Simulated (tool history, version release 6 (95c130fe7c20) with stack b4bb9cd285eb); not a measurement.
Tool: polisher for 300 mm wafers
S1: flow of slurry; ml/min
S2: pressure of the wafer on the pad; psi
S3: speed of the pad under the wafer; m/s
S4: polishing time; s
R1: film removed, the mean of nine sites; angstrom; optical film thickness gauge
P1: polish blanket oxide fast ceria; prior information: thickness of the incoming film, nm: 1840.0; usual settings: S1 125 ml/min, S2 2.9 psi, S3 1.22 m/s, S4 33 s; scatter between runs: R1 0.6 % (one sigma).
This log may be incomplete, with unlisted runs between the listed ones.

{"run": 1, "hour": 7.4, "S1": 125, "S2": 2.9, "S3": 1.22, "S4": 33, "R1": 5660.8}
{"run": 2, "hour": 15.1, "S1": 125, "S2": 2.9, "S3": 1.22, "S4": 33, "R1": 5679.4}
{"run": 3, "hour": 25.0, "S1": 125, "S2": 1.6, "S3": 1.22, "S4": 33, "R1": 3094}
{"run": 4, "hour": 35.1, "S1": 125, "S2": 2.9, "S3": 1.22, "S4": 33, "R1": 5621.8}
{"run": 5, "hour": 46.9, "S1": 125, "S2": 2.9, "S3": 1.22, "S4": 33, "R1": 5614.7}
{"run": 6, "hour": 53.3, "S1": 125, "S2": 3.7, "S3": 1.22, "S4": 33, "R1": 7269.9}
{"run": 7, "hour": 59.6, "S1": 125, "S2": 2.9, "S3": 1.22, "S4": 33, "R1": 5689.1}
{"run": 8, "hour": 71.4, "S1": 125, "S2": 2.9, "S3": 1.22, "S4": 22, "R1": 3796.2}
{"run": 9, "hour": 82.5, "S1": 125, "S2": 2.9, "S3": 0.82, "S4": 33, "R1": 3798}
{"run": 10, "hour": 89.7, "S1": 165, "S2": 2.9, "S3": 0.9, "S4": 33, "R1": 4372.9}
{"run": 11, "hour": 96.2, "S1": 125, "S2": 2.9, "S3": 1.22, "S4": 52, "R1": 8850.2}
{"run": 12, "hour": 107.5, "S1": 125, "S2": 1.3, "S3": 1.68, "S4": 33, "R1": 3504.1}
{"run": 13, "hour": 117.3, "S1": 75, "S2": 2.9, "S3": 1.22, "S4": 33, "R1": 4977.7}
{"run": 14, "hour": 127.3, "S1": 195, "S2": 2.9, "S3": 1.22, "S4": 33, "R1": 6100.8}
{"hour": 131.8, "done": "worn pad replaced by a new one"}
{"run": 15, "hour": 135.0, "S1": 125, "S2": 2.9, "S3": 1.88, "S4": 33, "R1": 8776.1}
{"run": 16, "hour": 146.6, "S1": 125, "S2": 2.9, "S3": 1.22, "S4": 33, "R1": 5711.5}
{"run": 17, "hour": 157.7, "S1": 125, "S2": 2.9, "S3": 1.22, "S4": 33, "R1": 5288.8}
{"run": 18, "hour": 163.3, "S1": 125, "S2": 2.9, "S3": 1.22, "S4": 33, "R1": 5232.1}
{"run": 19, "hour": 175.1, "S1": 125, "S2": 2.9, "S3": 1.22, "S4": 33, "R1": 5101.1}
{"hour": 179.4, "done": "worn pad replaced by a new one"}
{"run": 20, "hour": 183.1, "S1": 125, "S2": 2.9, "S3": 1.22, "S4": 33, "R1": 5020.4}
{"run": 21, "hour": 194.3, "S1": 125, "S2": 2.9, "S3": 1.22, "S4": 33, "R1": 5002.3}

For run 22, what comes out?
{"run": 22, "hour": 201.5, "S1": 125, "S2": 2.9, "S3": 1.22, "S4": 33, "R1": "?"}

R1: 5015.6 angstrom

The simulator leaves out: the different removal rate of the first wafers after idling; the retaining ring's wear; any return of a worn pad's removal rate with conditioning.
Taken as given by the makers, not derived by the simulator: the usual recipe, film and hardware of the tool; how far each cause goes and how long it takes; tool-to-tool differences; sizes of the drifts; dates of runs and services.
